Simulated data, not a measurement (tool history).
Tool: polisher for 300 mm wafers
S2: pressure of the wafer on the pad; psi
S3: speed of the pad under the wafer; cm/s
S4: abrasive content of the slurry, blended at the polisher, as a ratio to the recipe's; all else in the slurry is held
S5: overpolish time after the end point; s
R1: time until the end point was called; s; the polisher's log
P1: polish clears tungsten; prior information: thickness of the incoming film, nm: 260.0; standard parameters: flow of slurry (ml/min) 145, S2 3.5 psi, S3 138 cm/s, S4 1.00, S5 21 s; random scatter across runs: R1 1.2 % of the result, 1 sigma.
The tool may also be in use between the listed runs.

Run 1, day 0.250: flow of slurry (ml/min) 145, S2 3.5 psi, S3 138 cm/s, S4 1.00, S5 21 s. Result: R1 46.208 s.
Run 2, day 0.408: flow of slurry (ml/min) 145, S2 3.5 psi, S3 138 cm/s, S4 1.00, S5 9 s. Result: R1 45.650 s.
Run 3, day 0.625: flow of slurry (ml/min) 185, S2 3.5 psi, S3 138 cm/s, S4 1.00, S5 21 s. Result: R1 43.931 s.
Run 4, day 0.800: flow of slurry (ml/min) 145, S2 3.5 psi, S3 138 cm/s, S4 0.60, S5 21 s. Result: R1 52.338 s.
Run 5, day 0.988: flow of slurry (ml/min) 145, S2 3.5 psi, S3 138 cm/s, S4 1.00, S5 21 s. Result: R1 46.281 s.
Run 6, day 1.279: flow of slurry (ml/min) 145, S2 3.5 psi, S3 192 cm/s, S4 1.00, S5 21 s. Result: R1 32.926 s.
Run 7, day 1.458: flow of slurry (ml/min) 145, S2 3.5 psi, S3 138 cm/s, S4 1.00, S5 21 s. Result: R1 47.199 s.
Run 8, day 1.712: flow of slurry (ml/min) 145, S2 3.5 psi, S3 138 cm/s, S4 1.00, S5 21 s. Result: R1 45.274 s.
Run 9, day 2.000: flow of slurry (ml/min) 85, S2 3.5 psi, S3 138 cm/s, S4 1.00, S5 21 s. Result: R1 52.516 s.
At day 2.250: slurry tank refilled with fresh slurry and peroxide.
Run 10, day 2.262: flow of slurry (ml/min) 145, S2 3.5 psi, S3 138 cm/s, S4 1.00, S5 21 s. Result: R1 46.342 s.
Run 11, day 2.433: flow of slurry (ml/min) 145, S2 3.5 psi, S3 138 cm/s, S4 1.40, S5 21 s. Result: R1 42.899 s.
At day 2.542: slurry blender recalibrated.
Run 12, day 2.600: flow of slurry (ml/min) 145, S2 2.2 psi, S3 138 cm/s, S4 1.00, S5 21 s. Result: R1 74.023 s.
Run 13, day 2.921: flow of slurry (ml/min) 110, S2 3.5 psi, S3 138 cm/s, S4 0.75, S5 21 s. Result: R1 53.186 s.
Run 14, day 3.200: flow of slurry (ml/min) 145, S2 5.5 psi, S3 138 cm/s, S4 1.00, S5 21 s. Result: R1 28.955 s.
Run 15, day 3.471: flow of slurry (ml/min) 145, S2 3.5 psi, S3 64 cm/s, S4 1.00, S5 21 s. Result: R1 100.080 s.
Run 16, day 3.642: flow of slurry (ml/min) 145, S2 3.5 psi, S3 138 cm/s, S4 1.00, S5 35 s. Result: R1 46.583 s.

Run 17, settings as shown, results not yet in. Your forecast:
Run 17, day 3.925: flow of slurry (ml/min) 145, S2 3.5 psi, S3 138 cm/s, S4 1.00, S5 21 s. Result: R1 ?.

For run 17 the tool returned R1 46.694 s.
